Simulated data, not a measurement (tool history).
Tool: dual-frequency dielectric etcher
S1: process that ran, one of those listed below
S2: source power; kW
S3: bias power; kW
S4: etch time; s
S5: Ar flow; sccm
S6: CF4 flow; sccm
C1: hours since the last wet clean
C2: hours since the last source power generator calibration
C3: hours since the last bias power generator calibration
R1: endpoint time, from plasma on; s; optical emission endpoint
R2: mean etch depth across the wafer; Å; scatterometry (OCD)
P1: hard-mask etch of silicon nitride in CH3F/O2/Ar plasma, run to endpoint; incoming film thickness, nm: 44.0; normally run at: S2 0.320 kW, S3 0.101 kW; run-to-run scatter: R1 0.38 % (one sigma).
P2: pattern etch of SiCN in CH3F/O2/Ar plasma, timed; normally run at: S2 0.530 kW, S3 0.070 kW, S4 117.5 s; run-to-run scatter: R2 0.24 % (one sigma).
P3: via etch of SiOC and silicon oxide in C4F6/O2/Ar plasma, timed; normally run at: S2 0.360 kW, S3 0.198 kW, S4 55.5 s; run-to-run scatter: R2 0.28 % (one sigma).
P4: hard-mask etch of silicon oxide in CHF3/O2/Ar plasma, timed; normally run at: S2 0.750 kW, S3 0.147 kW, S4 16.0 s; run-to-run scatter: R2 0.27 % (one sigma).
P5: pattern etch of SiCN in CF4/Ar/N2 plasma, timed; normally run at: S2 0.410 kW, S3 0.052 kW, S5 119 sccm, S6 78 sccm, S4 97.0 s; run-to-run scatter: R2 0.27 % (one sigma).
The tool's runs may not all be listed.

run   hour  S1     S2     S3     S4   S5  S6     C1      C2      C3      R1      R2
  1    5.8  P1  0.320  0.101                  246.7  1003.8  1728.7  58.639
  2   16.4  P1  0.320  0.065                  257.3  1014.4  1739.3  69.161
  3   23.2  P2  0.530  0.070   66.5           264.1  1021.2  1746.1          265.79
  4   28.8  P1  0.400  0.074                  269.7  1026.8  1751.7  60.938
  5   34.4  P2  0.530  0.070  117.5           275.3  1032.4  1757.3          470.29
  6   42.3  P5  0.410  0.052   97.0  119  78  283.2  1040.3  1765.2          676.67
  7   50.2  P3  0.500  0.198   55.5           291.1  1048.2  1773.1          698.20
  8   56.8  P1  0.320  0.101                  297.7  1054.8  1779.7  58.923
  9   68.3  P1  0.420  0.101                  309.2  1066.3  1791.2  53.388
 10   77.2  P1  0.250  0.101                  318.1  1075.2  1800.1  64.811
 11   84.5  P3  0.360  0.198   76.0           325.4  1082.5  1807.4          838.35
 12   91.2  P4  0.750  0.147   16.0           332.1  1089.2  1814.1          311.97
 13   96.9  P3  0.360  0.265   55.5           337.8  1094.9  1819.8          674.81
 14  108.4  P5  0.290  0.052   97.0  119  78  349.3  1106.4  1831.3          498.24
 15  115.7  P1  0.320  0.101                  356.6  1113.7  1838.6  58.623
 16  124.9  P5  0.410  0.052  131.0  119  78  365.8  1122.9  1847.8          913.93
 17  132.7  P1  0.320  0.101                  373.6  1130.7  1855.6  58.714
 18  139.4  P2  0.730  0.070  117.5           380.3  1137.4  1862.3          528.21
 19  149.3  P5  0.410  0.052   97.0  163  78  390.2  1147.3  1872.2          638.86
 20  157.8  P1  0.320  0.101                  398.7  1155.8  1880.7  58.850
 21  164.5  P1  0.320  0.101                  405.4  1162.5  1887.4  59.087
 22  171.8  P4  0.750  0.108   16.0           412.7  1169.8  1894.7          282.28
 23  182.8  P1  0.320  0.101                  423.7  1180.8  1905.7  58.434
 24  191.2  P5  0.410  0.052   97.0  119  78  432.1  1189.2  1914.1          676.69
 25  203.1  P2  0.530  0.056  117.5           444.0  1201.1  1926.0          435.60
 26  210.2  P4  1.040  0.147   16.0           451.1  1208.2  1933.1          351.29
 27  220.6  P1  0.320  0.130                  461.5  1218.6  1943.5  53.624
 28  226.0  P3  0.360  0.198   55.5           466.9  1224.0  1948.9          616.32
 29  238.0  P5  0.410  0.052   97.0  119  46  478.9  1236.0  1960.9          616.66

Run 30 comes next. What will it give?
 30  249.3  P4  0.750  0.147  23.5          490.2  1247.3  1972.2       ?

{"run 30": {"R2": 457.51}}
